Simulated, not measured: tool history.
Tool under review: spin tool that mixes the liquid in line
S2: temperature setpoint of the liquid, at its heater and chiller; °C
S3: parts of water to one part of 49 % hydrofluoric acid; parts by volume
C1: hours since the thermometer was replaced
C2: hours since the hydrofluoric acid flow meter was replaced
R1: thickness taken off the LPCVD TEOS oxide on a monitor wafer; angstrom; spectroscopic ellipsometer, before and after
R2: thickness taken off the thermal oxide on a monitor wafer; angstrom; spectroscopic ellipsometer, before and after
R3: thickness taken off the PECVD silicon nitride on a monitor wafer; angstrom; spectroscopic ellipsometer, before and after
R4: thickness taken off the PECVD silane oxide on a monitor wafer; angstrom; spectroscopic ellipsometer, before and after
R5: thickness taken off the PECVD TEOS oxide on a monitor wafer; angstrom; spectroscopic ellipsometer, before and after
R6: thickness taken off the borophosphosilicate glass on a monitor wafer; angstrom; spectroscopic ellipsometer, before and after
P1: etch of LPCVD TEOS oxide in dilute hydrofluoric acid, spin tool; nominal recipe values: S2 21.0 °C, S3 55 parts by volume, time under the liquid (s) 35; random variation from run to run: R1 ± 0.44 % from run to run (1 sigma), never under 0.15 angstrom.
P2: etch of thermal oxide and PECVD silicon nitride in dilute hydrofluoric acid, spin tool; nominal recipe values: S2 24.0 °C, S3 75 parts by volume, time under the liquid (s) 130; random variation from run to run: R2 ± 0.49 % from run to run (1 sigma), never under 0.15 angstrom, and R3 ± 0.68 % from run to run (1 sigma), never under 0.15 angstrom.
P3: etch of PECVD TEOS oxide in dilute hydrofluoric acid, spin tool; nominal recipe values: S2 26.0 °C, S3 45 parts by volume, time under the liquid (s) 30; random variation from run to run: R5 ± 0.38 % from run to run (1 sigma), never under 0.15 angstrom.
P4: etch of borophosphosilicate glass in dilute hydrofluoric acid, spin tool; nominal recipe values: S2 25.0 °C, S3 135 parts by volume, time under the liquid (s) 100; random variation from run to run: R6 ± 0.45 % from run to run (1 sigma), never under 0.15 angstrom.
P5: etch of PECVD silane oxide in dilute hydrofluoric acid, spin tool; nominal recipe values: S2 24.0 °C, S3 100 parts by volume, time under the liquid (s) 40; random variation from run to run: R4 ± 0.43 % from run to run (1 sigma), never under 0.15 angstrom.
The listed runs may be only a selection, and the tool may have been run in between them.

run 1 hour=15.5 | process_that_ran=P1 S2=21.0 S3=55 time_under_the_liquid_(s)=35 | C1=151.8 C2=773.2 | R1=100.970
run 2 hour=25.0 | process_that_ran=P1 S2=21.0 S3=55 time_under_the_liquid_(s)=15 | C1=161.3 C2=782.7 | R1=43.173
run 3 hour=40.6 | process_that_ran=P2 S2=24.0 S3=75 time_under_the_liquid_(s)=130 | C1=176.9 C2=798.3 | R2=85.43 R3=28.938
run 4 hour=54.1 | process_that_ran=P1 S2=21.0 S3=55 time_under_the_liquid_(s)=35 | C1=190.4 C2=811.8 | R1=101.590
run 5 hour=62.2 | process_that_ran=P5 S2=24.0 S3=100 time_under_the_liquid_(s)=40 | C1=198.5 C2=819.9 | R4=82.765
run 6 hour=74.7 | process_that_ran=P3 S2=26.0 S3=45 time_under_the_liquid_(s)=15 | C1=211.0 C2=832.4 | R5=93.107
run 7 hour=81.5 | process_that_ran=P1 S2=21.0 S3=80 time_under_the_liquid_(s)=35 | C1=217.8 C2=839.2 | R1=67.434
run 8 hour=88.8 | process_that_ran=P4 S2=25.0 S3=135 time_under_the_liquid_(s)=100 | C1=225.1 C2=846.5 | R6=224.290
run 9 hour=96.3 | process_that_ran=P1 S2=17.0 S3=55 time_under_the_liquid_(s)=35 | C1=232.6 C2=854.0 | R1=86.077
run 10 hour=104.4 | process_that_ran=P1 S2=21.0 S3=55 time_under_the_liquid_(s)=50 | C1=240.7 C2=862.1 | R1=143.990
run 11 hour=112.0 | process_that_ran=P1 S2=21.0 S3=30 time_under_the_liquid_(s)=35 | C1=248.3 C2=869.7 | R1=192.010
run 12 hour=120.9 | process_that_ran=P5 S2=24.0 S3=35 time_under_the_liquid_(s)=40 | C1=257.2 C2=878.6 | R4=255.730
run 13 hour=135.6 | process_that_ran=P4 S2=25.0 S3=135 time_under_the_liquid_(s)=15 | C1=271.9 C2=893.3 | R6=33.524
run 14 hour=148.3 | process_that_ran=P3 S2=26.0 S3=30 time_under_the_liquid_(s)=30 | C1=284.6 C2=906.0 | R5=284.820
run 15 hour=155.3 | process_that_ran=P3 S2=26.0 S3=45 time_under_the_liquid_(s)=30 | C1=291.6 C2=913.0 | R5=186.310
run 16 hour=164.5 | process_that_ran=P2 S2=24.0 S3=75 time_under_the_liquid_(s)=190 | C1=300.8 C2=922.2 | R2=124.97 R3=43.101
run 17 hour=178.5 | process_that_ran=P4 S2=25.0 S3=35 time_under_the_liquid_(s)=100 | C1=314.8 C2=936.2 | R6=982.430
run 18 hour=191.0 | process_that_ran=P1 S2=21.0 S3=55 time_under_the_liquid_(s)=35 | C1=327.3 C2=948.7 | R1=100.810
run 19 hour=204.4 | process_that_ran=P5 S2=24.0 S3=100 time_under_the_liquid_(s)=40 | C1=340.7 C2=962.1 | R4=82.018
run 20 hour=212.3 | process_that_ran=P1 S2=17.0 S3=30 time_under_the_liquid_(s)=35 | C1=348.6 C2=970.0 | R1=159.970
run 21 hour=222.0 | process_that_ran=P1 S2=21.0 S3=55 time_under_the_liquid_(s)=35 | C1=358.3 C2=979.7 | R1=100.700
run 22 hour=233.8 | process_that_ran=P2 S2=24.0 S3=20 time_under_the_liquid_(s)=130 | C1=370.1 C2=991.5 | R2=345.42 R3=105.790
run 23 hour=244.8 | process_that_ran=P4 S2=25.0 S3=135 time_under_the_liquid_(s)=100 | C1=381.1 C2=1002.5 | R6=223.010
run 24 hour=260.3 | process_that_ran=P1 S2=26.5 S3=55 time_under_the_liquid_(s)=35 | C1=396.6 C2=1018.0 | R1=126.020
run 25 hour=275.7 | process_that_ran=P2 S2=32.0 S3=75 time_under_the_liquid_(s)=130 | C1=412.0 C2=1033.4 | R2=117.02 R3=48.710
run 26 hour=286.0 | process_that_ran=P4 S2=32.5 S3=135 time_under_the_liquid_(s)=100 | C1=422.3 C2=1043.7 | R6=293.950
run 27 hour=296.4 | process_that_ran=P1 S2=24.5 S3=35 time_under_the_liquid_(s)=35 | C1=432.7 C2=1054.1 | R1=186.530
run 28 hour=305.7 | process_that_ran=P5 S2=29.0 S3=100 time_under_the_liquid_(s)=40 | C1=442.0 C2=1063.4 | R4=99.618
run 29 hour=317.5 | process_that_ran=P1 S2=25.5 S3=85 time_under_the_liquid_(s)=35 | C1=453.8 C2=1075.2 | R1=75.654
run 30 hour=331.8 | process_that_ran=P3 S2=33.0 S3=45 time_under_the_liquid_(s)=30 | C1=468.1 C2=1089.5 | R5=246.600
run 31 hour=340.0 | process_that_ran=P1 S2=21.0 S3=55 time_under_the_liquid_(s)=35 | C1=476.3 C2=1097.7 | R1=101.030
run 32 hour=349.0 | process_that_ran=P5 S2=24.0 S3=100 time_under_the_liquid_(s)=15 | C1=485.3 C2=1106.7 | R4=31.018
run 33 hour=356.0 | process_that_ran=P1 S2=21.0 S3=55 time_under_the_liquid_(s)=35 | C1=492.3 C2=1113.7 | R1=100.830
run 34 hour=368.8 | process_that_ran=P1 S2=21.0 S3=55 time_under_the_liquid_(s)=35 | C1=505.1 C2=1126.5 | R1=95.454
run 35 hour=382.0 | process_that_ran=P1 S2=21.0 S3=55 time_under_the_liquid_(s)=35 | C1=518.3 C2=1139.7 | R1=92.778
run 36 hour=388.7 | process_that_ran=P1 S2=21.0 S3=55 time_under_the_liquid_(s)=35 | C1=525.0 C2=1146.4 | R1=91.809
run 37 hour=396.8 | process_that_ran=P1 S2=21.0 S3=55 time_under_the_liquid_(s)=35 | C1=533.1 C2=1154.5 | R1=91.575
run 38 hour=410.9 | process_that_ran=P1 S2=21.0 S3=55 time_under_the_liquid_(s)=35 | C1=547.2 C2=1168.6 | R1=91.615
run 39 hour=418.8 | process_that_ran=P1 S2=21.0 S3=55 time_under_the_liquid_(s)=35 | C1=555.1 C2=1176.5 | R1=90.749

What P1 gives has crept off from where it sat before. The 2 causes that follow fit the log equally well, each at the size noted:
A: liquid colder than its thermometer reads (K) = 2.41
B: hydrofluoric acid flow below the setpoint (%) = 9.08
The process output started creeping at around hour 356.0.

Each of the 4 check runs below uses one wafer; its results are left as question marks. Which run tells the causes apart?
run check 1 hour=426.7 | process_that_ran=P3 S2=26.0 S3=30 time_under_the_liquid_(s)=15 | R5=?
run check 2 hour=426.7 | process_that_ran=P5 S2=24.0 S3=70 time_under_the_liquid_(s)=40 | R4=?
run check 3 hour=426.7 | process_that_ran=P4 S2=31.0 S3=50 time_under_the_liquid_(s)=100 | R6=?
run check 4 hour=426.7 | process_that_ran=P2 S2=30.5 S3=35 time_under_the_liquid_(s)=130 | R2=? R3=?

Outcome of each check run for each possible cause:
check=check_1 result=R5 if_A=128.890 if_B=128.970
check=check_2 result=R4 if_A=110.720 if_B=110.110
check=check_3 result=R6 if_A=777.740 if_B=771.360
check=check_4 result=R2 if_A=228.82 if_B=227.82
check=check_4 result=R3 if_A=81.292 if_B=86.675
Smallest distance between any two causes, each pair judged by its most separating result, in per cent: check 1 0.07 %; check 2 0.55 %; check 3 0.82 %; check 4 6.41 %
Of the check runs offered, only check 4 discriminates between the causes; the rest would read about the same regardless of which cause applies.

Here is what check 4 returned: R2 228.30 angstrom; R3 87.867 angstrom. Which cause is it?

It was cause B: hydrofluoric acid flow below the setpoint (%).
